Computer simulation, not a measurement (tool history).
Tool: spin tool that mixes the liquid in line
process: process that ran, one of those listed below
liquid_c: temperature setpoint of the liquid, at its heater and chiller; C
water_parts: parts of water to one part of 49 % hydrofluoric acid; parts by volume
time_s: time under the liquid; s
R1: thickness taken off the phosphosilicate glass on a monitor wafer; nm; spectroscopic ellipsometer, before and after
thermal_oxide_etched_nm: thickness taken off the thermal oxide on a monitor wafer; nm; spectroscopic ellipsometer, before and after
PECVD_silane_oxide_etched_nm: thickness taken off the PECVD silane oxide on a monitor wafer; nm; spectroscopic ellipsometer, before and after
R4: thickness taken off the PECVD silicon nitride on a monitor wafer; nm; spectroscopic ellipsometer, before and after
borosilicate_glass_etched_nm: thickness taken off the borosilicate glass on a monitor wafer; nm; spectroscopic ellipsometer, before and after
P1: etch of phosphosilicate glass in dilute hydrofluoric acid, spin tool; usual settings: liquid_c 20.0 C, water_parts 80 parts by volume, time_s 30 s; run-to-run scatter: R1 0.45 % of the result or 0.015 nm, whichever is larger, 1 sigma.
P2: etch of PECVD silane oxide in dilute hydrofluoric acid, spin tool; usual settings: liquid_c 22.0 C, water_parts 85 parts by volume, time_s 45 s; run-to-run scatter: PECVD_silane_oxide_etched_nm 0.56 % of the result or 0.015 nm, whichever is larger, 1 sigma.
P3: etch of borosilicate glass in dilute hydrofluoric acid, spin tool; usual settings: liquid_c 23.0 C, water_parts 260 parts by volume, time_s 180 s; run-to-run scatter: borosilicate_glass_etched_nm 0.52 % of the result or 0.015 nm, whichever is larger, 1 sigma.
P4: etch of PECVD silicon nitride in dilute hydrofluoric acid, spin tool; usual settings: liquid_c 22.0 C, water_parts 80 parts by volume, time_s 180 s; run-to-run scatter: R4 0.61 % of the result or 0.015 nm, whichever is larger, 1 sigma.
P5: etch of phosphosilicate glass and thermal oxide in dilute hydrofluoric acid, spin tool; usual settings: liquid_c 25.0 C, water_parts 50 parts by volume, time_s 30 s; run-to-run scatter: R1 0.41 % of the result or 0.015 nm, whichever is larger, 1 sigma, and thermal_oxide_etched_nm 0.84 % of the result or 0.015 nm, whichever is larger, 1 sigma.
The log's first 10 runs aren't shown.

Run 11, day 3.817: process P1, liquid_c 26.5 C, water_parts 80 parts by volume, time_s 30 s. Result: R1 55.685 nm.
Run 12, day 4.142: process P3, liquid_c 23.0 C, water_parts 85 parts by volume, time_s 180 s. Result: borosilicate_glass_etched_nm 41.1700 nm.
Run 13, day 4.508: process P5, liquid_c 19.0 C, water_parts 50 parts by volume, time_s 30 s. Result: R1 50.069 nm, thermal_oxide_etched_nm 2.6134 nm.
Run 14, day 4.717: process P4, liquid_c 22.0 C, water_parts 145 parts by volume, time_s 180 s. Result: R4 3.08110 nm.
Run 15, day 5.158: process P3, liquid_c 17.0 C, water_parts 260 parts by volume, time_s 180 s. Result: borosilicate_glass_etched_nm 8.8659 nm.
Run 16, day 5.533: process P2, liquid_c 22.0 C, water_parts 85 parts by volume, time_s 45 s. Result: PECVD_silane_oxide_etched_nm 21.140 nm.
Run 17, day 5.871: process P4, liquid_c 29.0 C, water_parts 80 parts by volume, time_s 180 s. Result: R4 8.75460 nm.
Run 18, day 6.179: process P5, liquid_c 25.0 C, water_parts 20 parts by volume, time_s 30 s. Result: R1 167.180 nm, thermal_oxide_etched_nm 8.7313 nm.
Run 19, day 6.550: process P1, liquid_c 20.0 C, water_parts 80 parts by volume, time_s 30 s. Result: R1 42.907 nm.
Run 20, day 6.925: process P3, liquid_c 23.0 C, water_parts 260 parts by volume, time_s 180 s. Result: borosilicate_glass_etched_nm 11.0130 nm.
Run 21, day 7.229: process P2, liquid_c 22.0 C, water_parts 35 parts by volume, time_s 45 s. Result: PECVD_silane_oxide_etched_nm 54.643 nm.

The next listed run, before its measurement:
Run 22, day 7.646: process P5, liquid_c 25.0 C, water_parts 50 parts by volume, time_s 30 s. Result: R1 ?, thermal_oxide_etched_nm ?.

R1: 64.305 nm
thermal_oxide_etched_nm: 3.3818 nm
